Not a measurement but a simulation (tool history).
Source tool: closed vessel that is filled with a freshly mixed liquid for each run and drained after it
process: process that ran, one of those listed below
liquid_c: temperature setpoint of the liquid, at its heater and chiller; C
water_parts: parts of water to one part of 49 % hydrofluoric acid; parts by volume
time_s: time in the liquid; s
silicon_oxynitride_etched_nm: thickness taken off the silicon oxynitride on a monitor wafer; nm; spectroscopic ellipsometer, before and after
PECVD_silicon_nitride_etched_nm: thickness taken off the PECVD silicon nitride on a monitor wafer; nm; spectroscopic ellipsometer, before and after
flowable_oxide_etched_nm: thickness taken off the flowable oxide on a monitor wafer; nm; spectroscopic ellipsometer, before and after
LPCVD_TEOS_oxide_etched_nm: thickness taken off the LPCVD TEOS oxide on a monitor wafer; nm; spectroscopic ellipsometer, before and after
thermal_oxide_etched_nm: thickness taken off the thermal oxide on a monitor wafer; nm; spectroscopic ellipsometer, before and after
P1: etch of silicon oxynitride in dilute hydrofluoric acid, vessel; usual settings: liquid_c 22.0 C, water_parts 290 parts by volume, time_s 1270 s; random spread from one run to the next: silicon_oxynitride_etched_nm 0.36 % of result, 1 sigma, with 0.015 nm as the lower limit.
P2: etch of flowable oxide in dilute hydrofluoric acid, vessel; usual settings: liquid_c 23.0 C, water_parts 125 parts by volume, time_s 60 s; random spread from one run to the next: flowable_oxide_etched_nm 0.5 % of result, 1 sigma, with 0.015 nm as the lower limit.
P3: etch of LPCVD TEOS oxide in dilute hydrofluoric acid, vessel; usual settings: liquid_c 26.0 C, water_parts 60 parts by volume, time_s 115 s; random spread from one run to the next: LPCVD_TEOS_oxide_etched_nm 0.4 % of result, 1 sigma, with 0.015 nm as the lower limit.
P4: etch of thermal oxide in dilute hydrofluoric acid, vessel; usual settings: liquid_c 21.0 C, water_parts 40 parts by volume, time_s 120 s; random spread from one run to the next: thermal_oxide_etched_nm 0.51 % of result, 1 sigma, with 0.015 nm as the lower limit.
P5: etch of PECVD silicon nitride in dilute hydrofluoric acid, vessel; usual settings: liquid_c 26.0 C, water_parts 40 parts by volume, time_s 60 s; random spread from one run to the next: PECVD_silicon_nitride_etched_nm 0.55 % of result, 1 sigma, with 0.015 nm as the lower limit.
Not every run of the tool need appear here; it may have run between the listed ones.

run,day,process,liquid_c,water_parts,time_s,hours since the thermometer was replaced,hours since the hydrofluoric acid flow meter was replaced,silicon_oxynitride_etched_nm,PECVD_silicon_nitride_etched_nm,flowable_oxide_etched_nm,LPCVD_TEOS_oxide_etched_nm,thermal_oxide_etched_nm
1,0.121,P1,22.0,290,1270,1256.2,314.2,9.3045,,,,
2,0.250,P5,26.0,40,30,1259.3,317.3,,4.5260,,,
3,0.450,P1,22.0,290,1270,1264.1,322.1,9.3306,,,,
4,0.633,P2,17.0,125,60,1268.5,326.5,,,10.3530,,
5,0.788,P1,22.0,290,1270,1272.2,330.2,9.2835,,,,
6,0.917,P3,26.0,60,115,1275.3,333.3,,,,56.182,
7,1.100,P5,26.0,70,60,1279.7,337.7,,5.2038,,,
8,1.254,P3,26.0,20,115,1283.4,341.4,,,,177.770,
9,1.400,P3,22.5,60,115,1286.9,344.9,,,,48.568,
10,1.496,P1,22.0,410,1270,1289.2,347.2,6.0826,,,,
# day 1.658: hydrofluoric acid flow meter replaced
11,1.704,P2,23.0,125,60,1294.2,1.1,,,13.1750,,
12,1.888,P4,21.0,40,120,1298.6,5.5,,,,,12.9680
13,2.025,P5,19.0,40,60,1301.9,8.8,,5.6288,,,
14,2.217,P4,21.0,55,120,1306.5,13.4,,,,,9.3715
15,2.400,P4,17.0,40,120,1310.9,17.8,,,,,11.0510
16,2.533,P1,22.0,290,425,1314.1,21.0,3.0963,,,,
17,2.675,P1,22.0,290,1270,1317.5,24.4,9.2569,,,,
18,2.888,P1,22.0,290,1270,1322.6,29.5,9.3735,,,,
19,3.058,P2,23.0,65,60,1326.7,33.6,,,27.3210,,
20,3.242,P1,29.5,165,1270,1331.1,38.0,24.9040,,,,
21,3.446,P1,22.0,60,1270,1336.0,42.9,53.2410,,,,
22,3.625,P1,26.0,290,1270,1340.3,47.2,11.0440,,,,
23,3.754,P1,22.0,290,2450,1343.4,50.3,17.9820,,,,
24,3.917,P4,21.0,40,170,1347.3,54.2,,,,,18.4430
25,4.071,P2,23.0,125,30,1351.0,57.9,,,6.6546,,
26,4.288,P1,28.0,290,2470,1356.2,63.1,23.3280,,,,
27,4.492,P3,26.0,60,225,1361.1,68.0,,,,110.020,
28,4.646,P1,22.0,290,1270,1364.8,71.7,9.2791,,,,
29,4.804,P5,26.0,40,60,1368.6,75.5,,9.0437,,,
30,4.971,P1,17.0,290,1270,1372.6,79.5,7.4686,,,,
31,5.158,P1,22.0,290,1270,1377.1,84.0,9.2656,,,,
32,5.258,P1,22.0,290,1270,1379.5,86.4,9.4620,,,,
33,5.446,P1,22.0,290,1270,1384.0,90.9,9.7153,,,,
34,5.625,P1,22.0,290,1270,1388.3,95.2,9.9283,,,,
35,5.742,P1,22.0,290,1270,1391.1,98.0,9.9043,,,,
36,5.900,P1,22.0,290,1270,1394.9,101.8,9.9504,,,,
37,6.092,P1,22.0,290,1270,1399.5,106.4,9.9724,,,,

Something has made what P1 gives creep away from where it was; the 2 causes below, each at its own stated size, fit the log equally well:
A: hydrofluoric acid flow above the setpoint (%) = 5.95
B: liquid hotter than its thermometer reads (K) = 1.59
Creep in the process output first set in at about day 5.158.

Question marks stand in for the results of the 4 check runs listed below, each run on one wafer. Under which run would the listed causes show clearly different results?
check 1,6.283,P5,26.0,40,60,,,,?,,,
check 2,6.283,P3,26.0,60,115,,,,,,?,
check 3,6.283,P4,21.0,40,120,,,,,,,?
check 4,6.283,P2,23.0,125,60,,,,,?,,

Predicted outcomes, by check and by cause:
check,result,if A,if B
check 1,PECVD_silicon_nitride_etched_nm,9.5820,10.0640
check 2,LPCVD_TEOS_oxide_etched_nm,59.495,59.555
check 3,thermal_oxide_etched_nm,13.9130,14.0020
check 4,flowable_oxide_etched_nm,14.1050,14.0490
Gap, in per cent, between the two causes that each check separates least, read from the result that separates them most: check 1 4.91 %; check 2 0.1 %; check 3 0.64 %; check 4 0.4 %
Of the check runs offered, only check 1 discriminates between the causes; the rest would read about the same regardless of which cause applies.

The results of check 1 are: PECVD_silicon_nitride_etched_nm 9.5524 nm. Based on these, which of the listed causes is it?

The correct cause is A, namely: hydrofluoric acid flow above the setpoint (%).
